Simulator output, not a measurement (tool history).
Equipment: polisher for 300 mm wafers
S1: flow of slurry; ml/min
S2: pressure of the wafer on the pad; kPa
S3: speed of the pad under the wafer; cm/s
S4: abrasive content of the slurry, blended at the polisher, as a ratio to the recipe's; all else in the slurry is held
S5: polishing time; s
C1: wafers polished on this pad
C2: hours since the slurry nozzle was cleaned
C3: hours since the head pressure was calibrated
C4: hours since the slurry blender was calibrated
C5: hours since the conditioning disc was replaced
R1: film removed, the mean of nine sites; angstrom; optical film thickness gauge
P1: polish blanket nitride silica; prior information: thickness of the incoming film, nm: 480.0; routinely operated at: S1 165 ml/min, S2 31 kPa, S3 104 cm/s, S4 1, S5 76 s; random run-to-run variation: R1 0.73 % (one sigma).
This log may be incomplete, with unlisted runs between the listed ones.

{"run": 1, "hour": 17.0, "S1": 165, "S2": 31, "S3": 104, "S4": 1, "S5": 76, "C1": 664, "C2": 488.2, "C3": 605.3, "C4": 160.4, "C5": 179.9, "R1": 709.67}
{"run": 2, "hour": 31.1, "S1": 165, "S2": 31, "S3": 104, "S4": 1, "S5": 76, "C1": 806, "C2": 502.3, "C3": 619.4, "C4": 174.5, "C5": 194, "R1": 706.64}
{"run": 3, "hour": 48.5, "S1": 100, "S2": 31, "S3": 104, "S4": 1, "S5": 76, "C1": 980, "C2": 519.7, "C3": 636.8, "C4": 191.9, "C5": 211.4, "R1": 641.7}
{"run": 4, "hour": 63.8, "S1": 165, "S2": 16.5, "S3": 104, "S4": 0.6, "S5": 76, "C1": 1134, "C2": 535, "C3": 652.1, "C4": 207.2, "C5": 226.7, "R1": 287.18}
{"run": 5, "hour": 72.0, "S1": 165, "S2": 48.3, "S3": 104, "S4": 1, "S5": 76, "C1": 1216, "C2": 543.2, "C3": 660.3, "C4": 215.4, "C5": 234.9, "R1": 1098.1}
{"run": 6, "hour": 88.4, "S1": 165, "S2": 31, "S3": 104, "S4": 1, "S5": 116, "C1": 1381, "C2": 559.6, "C3": 676.7, "C4": 231.8, "C5": 251.3, "R1": 1093.1}
{"run": 7, "hour": 102.4, "S1": 165, "S2": 31, "S3": 104, "S4": 1, "S5": 76, "C1": 1521, "C2": 573.6, "C3": 690.7, "C4": 245.8, "C5": 265.3, "R1": 707.42}
{"run": 8, "hour": 120.8, "S1": 235, "S2": 31, "S3": 104, "S4": 0.6, "S5": 76, "C1": 1706, "C2": 592, "C3": 709.1, "C4": 264.2, "C5": 283.7, "R1": 566.49}
{"run": 9, "hour": 138.4, "S1": 165, "S2": 31, "S3": 104, "S4": 1, "S5": 76, "C1": 1882, "C2": 609.6, "C3": 726.7, "C4": 281.8, "C5": 301.3, "R1": 714.75}
{"run": 10, "hour": 152.7, "S1": 165, "S2": 31, "S3": 64, "S4": 1, "S5": 76, "C1": 2026, "C2": 623.9, "C3": 741, "C4": 296.1, "C5": 315.6, "R1": 481.91}
{"run": 11, "hour": 162.0, "S1": 165, "S2": 31, "S3": 104, "S4": 1.35, "S5": 76, "C1": 2119, "C2": 633.2, "C3": 750.3, "C4": 305.4, "C5": 324.9, "R1": 806.46}
{"run": 12, "hour": 179.8, "S1": 260, "S2": 31, "S3": 104, "S4": 1, "S5": 76, "C1": 2298, "C2": 651, "C3": 768.1, "C4": 323.2, "C5": 342.7, "R1": 758.14}
{"run": 13, "hour": 188.1, "S1": 165, "S2": 31, "S3": 158, "S4": 1, "S5": 76, "C1": 2381, "C2": 659.3, "C3": 776.4, "C4": 331.5, "C5": 351, "R1": 1009.3}
{"run": 14, "hour": 200.2, "S1": 165, "S2": 15.9, "S3": 104, "S4": 1, "S5": 76, "C1": 2502, "C2": 671.4, "C3": 788.5, "C4": 343.6, "C5": 363.1, "R1": 359.6}
{"run": 15, "hour": 211.9, "S1": 225, "S2": 31, "S3": 66, "S4": 1, "S5": 76, "C1": 2620, "C2": 683.1, "C3": 800.2, "C4": 355.3, "C5": 374.8, "R1": 519.5}
{"run": 16, "hour": 222.7, "S1": 165, "S2": 31, "S3": 104, "S4": 1, "S5": 34, "C1": 2728, "C2": 693.9, "C3": 811, "C4": 366.1, "C5": 385.6, "R1": 317.5}
{"run": 17, "hour": 233.1, "S1": 165, "S2": 31, "S3": 104, "S4": 1, "S5": 76, "C1": 2833, "C2": 704.3, "C3": 821.4, "C4": 376.5, "C5": 396, "R1": 714.06}
{"run": 18, "hour": 249.7, "S1": 165, "S2": 31, "S3": 104, "S4": 0.55, "S5": 76, "C1": 2999, "C2": 720.9, "C3": 838, "C4": 393.1, "C5": 412.6, "R1": 514.62}
{"run": 19, "hour": 263.0, "S1": 165, "S2": 31, "S3": 104, "S4": 1, "S5": 76, "C1": 3133, "C2": 734.2, "C3": 851.3, "C4": 406.4, "C5": 425.9, "R1": 711.32}
{"run": 20, "hour": 275.4, "S1": 165, "S2": 31, "S3": 104, "S4": 1, "S5": 76, "C1": 3257, "C2": 746.6, "C3": 863.7, "C4": 418.8, "C5": 438.3, "R1": 682.48}
{"run": 21, "hour": 288.2, "S1": 165, "S2": 31, "S3": 104, "S4": 1, "S5": 76, "C1": 3385, "C2": 759.4, "C3": 876.5, "C4": 431.6, "C5": 451.1, "R1": 669.8}
{"run": 22, "hour": 303.3, "S1": 165, "S2": 31, "S3": 104, "S4": 1, "S5": 76, "C1": 3537, "C2": 774.5, "C3": 891.6, "C4": 446.7, "C5": 466.2, "R1": 655.18}
{"run": 23, "hour": 313.2, "S1": 165, "S2": 31, "S3": 104, "S4": 1, "S5": 76, "C1": 3636, "C2": 784.4, "C3": 901.5, "C4": 456.6, "C5": 476.1, "R1": 639.01}
{"hour": 318.4, "done": "head pressure recalibrated"}
{"hour": 324.9, "done": "slurry nozzle cleaned"}
{"run": 24, "hour": 331.7, "S1": 165, "S2": 31, "S3": 104, "S4": 1, "S5": 76, "C1": 3822, "C2": 6.9, "C3": 13.4, "C4": 475.1, "C5": 494.6, "R1": 640.21}
{"hour": 333.7, "done": "conditioning disc replaced and pad reconditioned"}
{"run": 25, "hour": 340.6, "S1": 165, "S2": 31, "S3": 104, "S4": 1, "S5": 76, "C1": 3911, "C2": 15.8, "C3": 22.3, "C4": 484, "C5": 7, "R1": 635.9}
{"run": 26, "hour": 353.3, "S1": 165, "S2": 31, "S3": 104, "S4": 1, "S5": 76, "C1": 4039, "C2": 28.5, "C3": 35, "C4": 496.7, "C5": 19.7, "R1": 636.11}
{"run": 27, "hour": 362.6, "S1": 165, "S2": 31, "S3": 104, "S4": 1, "S5": 76, "C1": 4132, "C2": 37.8, "C3": 44.3, "C4": 506, "C5": 29, "R1": 637.5}
{"run": 28, "hour": 373.7, "S1": 165, "S2": 31, "S3": 104, "S4": 1, "S5": 76, "C1": 4243, "C2": 48.9, "C3": 55.4, "C4": 517.1, "C5": 40.1, "R1": 635.89}
{"run": 29, "hour": 383.0, "S1": 165, "S2": 31, "S3": 104, "S4": 1, "S5": 76, "C1": 4337, "C2": 58.2, "C3": 64.7, "C4": 526.4, "C5": 49.4, "R1": 641.33}

P1 no longer gives what it gave before; its output has crept away from where it was. The following 2 causes, each at its listed size, fit the log equally well:
A: removal rate lost through wear of the pad, % = 10.5
B: abrasive missing from the slurry, % = 20.4
Creep in the process output first set in at about hour 263.
Each remaining cause and why it is not a fit:
slurry flow missing at the pad, %: work on it at hour 324.9, done after the drift set in, did not restore what the process gave before
head's pressure below its setpoint, %: work on it at hour 318.4, done after the drift set in, did not restore what the process gave before
time polished since the conditioner stopped cutting, s: work on it at hour 333.7, done after the drift set in, did not restore what the process gave before

Which of the 4 check runs listed below, each an average over 3 wafers with its results shown as question marks, gives clearly different results under the different listed causes?
{"run": "check 1", "hour": 392.3, "S1": 260, "S2": 31, "S3": 104, "S4": 1, "S5": 44, "R1": "?"}
{"run": "check 2", "hour": 392.3, "S1": 165, "S2": 40.7, "S3": 104, "S4": 0.55, "S5": 76, "R1": "?"}
{"run": "check 3", "hour": 392.3, "S1": 165, "S2": 45.5, "S3": 104, "S4": 1, "S5": 107, "R1": "?"}
{"run": "check 4", "hour": 392.3, "S1": 165, "S2": 31, "S3": 68, "S4": 1, "S5": 34, "R1": "?"}

What every check run would give for each of its results, assuming each possible cause in turn:
check=check_1 result=R1 if_A=390.12 if_B=390.41
check=check_2 result=R1 if_A=607.47 if_B=587.97
check=check_3 result=R1 if_A=1312.5 if_B=1313.5
check=check_4 result=R1 if_A=202.42 if_B=202.57
How far apart the two closest causes lie, in the result that separates them most: check 1 0.07 %; check 2 3.26 %; check 3 0.07 %; check 4 0.07 %
Check 2 distinguishes between the causes, while the remaining checks would return nearly the same result for all of them.

Check 2 was then run and gave: R1 609.25 angstrom. Which cause is it?

A is the cause: removal rate lost through wear of the pad, %.
